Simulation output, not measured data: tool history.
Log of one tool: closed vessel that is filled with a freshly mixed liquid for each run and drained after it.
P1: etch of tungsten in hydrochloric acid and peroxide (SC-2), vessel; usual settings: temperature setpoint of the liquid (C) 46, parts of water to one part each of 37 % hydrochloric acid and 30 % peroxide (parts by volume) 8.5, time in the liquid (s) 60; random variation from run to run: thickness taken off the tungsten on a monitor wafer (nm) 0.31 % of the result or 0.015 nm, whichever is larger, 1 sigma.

run,day,temperature setpoint of the liquid (C),parts of water to one part each of 37 % hydrochloric acid and 30 % peroxide (parts by volume),time in the liquid (s),thickness taken off the tungsten on a monitor wafer (nm)
1,0.196,46,8.5,60,9.5497
2,0.392,46,8.5,60,9.5926
3,0.504,46,8.5,60,9.6405
4,0.667,46,8.5,30,4.7784
# day 0.85: thermometer replaced
5,0.858,46,8.5,60,9.5759
6,1.046,46,8.5,60,9.5746
7,1.188,46,8.5,60,9.6244
8,1.388,46,4,60,16.728
# day 1.504: new drum of peroxide connected
9,1.579,46,8.5,105,16.761
10,1.779,46,14.5,60,6.0628
11,1.9,35,8.5,60,4.4093
12,2.012,53,4,60,26.634
13,2.121,46,8.5,60,9.5599
14,2.275,62.5,8.5,60,27.969
15,2.462,46,8.5,60,9.5793
16,2.671,46,8.5,60,9.1634
17,2.771,46,8.5,60,9.0325
18,2.967,46,8.5,60,8.9311
19,3.083,46,8.5,60,8.8472
# day 3.129: new drum of peroxide connected
20,3.208,46,8.5,60,8.8536
21,3.379,46,8.5,60,8.8329
22,3.525,46,8.5,60,8.7583

What P1 gives has crept away from where it was. These 2 causes fit the log equally well, each at the size given:
A: liquid colder than its thermometer reads (K) = 1.22
B: chemicals flow below the setpoint (%) = 9.68
The creep began at about day 2.462.
Why every other cause is out:
peroxide weaker than its label (%): serviced at day 3.129, which brought nothing back

4 check runs are offered, each on 2 wafers whose results are averaged, their results left as question marks. Which one tells the causes apart?
check 1,3.671,46,11,30,?
check 2,3.671,35,4,60,?
check 3,3.671,46,14,60,?
check 4,3.671,58,8.5,100,?

What each check would give under each cause:
check,result,if A,if B
check 1,thickness taken off the tungsten on a monitor wafer (nm),3.5561,3.5451
check 2,thickness taken off the tungsten on a monitor wafer (nm),7.0295,7.1769
check 3,thickness taken off the tungsten on a monitor wafer (nm),5.7786,5.7447
check 4,thickness taken off the tungsten on a monitor wafer (nm),32.549,32.372
How far apart the two closest causes lie, in the result that separates them most: check 1 0.31 %; check 2 2.08 %; check 3 0.59 %; check 4 0.55 %
Check 2 tells the causes apart: in the others they would give nearly the same result.

Check 2 was then run and gave: thickness taken off the tungsten on a monitor wafer (nm) 7.2002. Which cause is it?

It is B: chemicals flow below the setpoint (%).
